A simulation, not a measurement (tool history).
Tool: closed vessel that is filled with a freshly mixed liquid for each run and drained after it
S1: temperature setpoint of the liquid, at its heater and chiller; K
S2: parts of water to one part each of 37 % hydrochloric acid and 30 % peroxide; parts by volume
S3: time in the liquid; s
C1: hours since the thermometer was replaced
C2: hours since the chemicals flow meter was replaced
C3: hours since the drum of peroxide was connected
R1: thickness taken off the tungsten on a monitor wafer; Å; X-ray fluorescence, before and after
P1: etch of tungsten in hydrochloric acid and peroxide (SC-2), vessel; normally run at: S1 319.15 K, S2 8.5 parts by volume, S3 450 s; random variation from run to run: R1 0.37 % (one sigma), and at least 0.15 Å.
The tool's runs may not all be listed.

| run | hour | S1 | S2 | S3 | C1 | C2 | C3 | R1 |
|---|---|---|---|---|---|---|---|---|
| 1 | 6.7 | 319.15 | 8.5 | 450 | 1626.6 | 293.8 | 459.1 | 491.06 |
| 2 | 12.7 | 319.15 | 4 | 775 | 1632.6 | 299.8 | 465.1 | 1470.8 |
| 3 | 18.6 | 319.15 | 8.5 | 450 | 1638.5 | 305.7 | 471 | 489.67 |
| 4 | 22.7 | 319.15 | 4 | 450 | 1642.6 | 309.8 | 475.1 | 853.12 |
| 5 | 26.9 | 319.15 | 8.5 | 450 | 1646.8 | 314 | 479.3 | 489.89 |
| 6 | 30.6 | 319.15 | 8.5 | 30 | 1650.5 | 317.7 | 483 | 32.994 |
| 7 | 38.3 | 308.15 | 8.5 | 450 | 1658.2 | 325.4 | 490.7 | 225.75 |
| 8 | 43.6 | 310.65 | 4 | 450 | 1663.5 | 330.7 | 496 | 470.93 |
| 9 | 47.6 | 319.15 | 8.5 | 450 | 1667.5 | 334.7 | 500 | 490.06 |
| 10 | 54 | 319.15 | 13 | 170 | 1673.9 | 341.1 | 506.4 | 128.87 |
| 11 | 62.2 | 319.15 | 13.5 | 450 | 1682.1 | 349.3 | 514.6 | 332.87 |
| 12 | 67.8 | 334.15 | 8.5 | 450 | 1687.7 | 354.9 | 520.2 | 1304.8 |
|  | 68.2 | new drum of peroxide connected |
| 13 | 72.4 | 319.15 | 8.5 | 845 | 1692.3 | 359.5 | 4.2 | 918.41 |
| 14 | 76.6 | 319.15 | 8.5 | 450 | 1696.5 | 363.7 | 8.4 | 489.11 |
| 15 | 80.2 | 319.15 | 8.5 | 450 | 1700.1 | 367.3 | 12 | 482.02 |
| 16 | 87.9 | 319.15 | 8.5 | 450 | 1707.8 | 375 | 19.7 | 467.28 |
| 17 | 92.1 | 319.15 | 8.5 | 450 | 1712 | 379.2 | 23.9 | 465.02 |
| 18 | 97.3 | 319.15 | 8.5 | 450 | 1717.2 | 384.4 | 29.1 | 456.61 |
| 19 | 105.1 | 319.15 | 8.5 | 450 | 1725 | 392.2 | 36.9 | 454.19 |
| 20 | 109.1 | 319.15 | 8.5 | 450 | 1729 | 396.2 | 40.9 | 455.42 |
| 21 | 115.4 | 319.15 | 8.5 | 450 | 1735.3 | 402.5 | 47.2 | 454.44 |
|  | 116.7 | new drum of peroxide connected |
| 22 | 122.4 | 319.15 | 8.5 | 450 | 1742.3 | 409.5 | 5.8 | 451.74 |
| 23 | 130.2 | 319.15 | 8.5 | 450 | 1750.1 | 417.3 | 13.6 | 449.75 |
| 24 | 137.1 | 319.15 | 8.5 | 450 | 1757 | 424.2 | 20.5 | 451.47 |

What P1 gives has crept away from where it was. These 2 causes fit the log equally well, each at the size given:
A: chemicals flow below the setpoint (%) = 9.71
B: liquid colder than its thermometer reads (K) = 1.22
The creep began at about hour 76.6.
Why every other cause is out:
peroxide weaker than its label (%): serviced at hour 116.7, which brought nothing back

4 check runs are offered, each on 2 wafers whose results are averaged, their results left as question marks. Which one tells the causes apart?
| check 1 | 144 | 311.15 | 8.5 | 30 |  |  |  | ? |
| check 2 | 144 | 308.15 | 4 | 450 |  |  |  | ? |
| check 3 | 144 | 326.15 | 8.5 | 95 |  |  |  | ? |
| check 4 | 144 | 319.15 | 13 | 710 |  |  |  | ? |

What each check would give under each cause:
| check | result | if A | if B |
|---|---|---|---|
| check 1 | R1 | 17.116 | 17.037 |
| check 2 | R1 | 366.52 | 359.05 |
| check 3 | R1 | 151.69 | 152.19 |
| check 4 | R1 | 494.06 | 496.73 |
How far apart the two closest causes lie, in the result that separates them most: check 1 0.46 %; check 2 2.06 %; check 3 0.33 %; check 4 0.54 %
Check 2 tells the causes apart: in the others they would give nearly the same result.

Check 2 was then run and gave: R1 367.19 Å. Which cause is it?

It is A: chemicals flow below the setpoint (%).
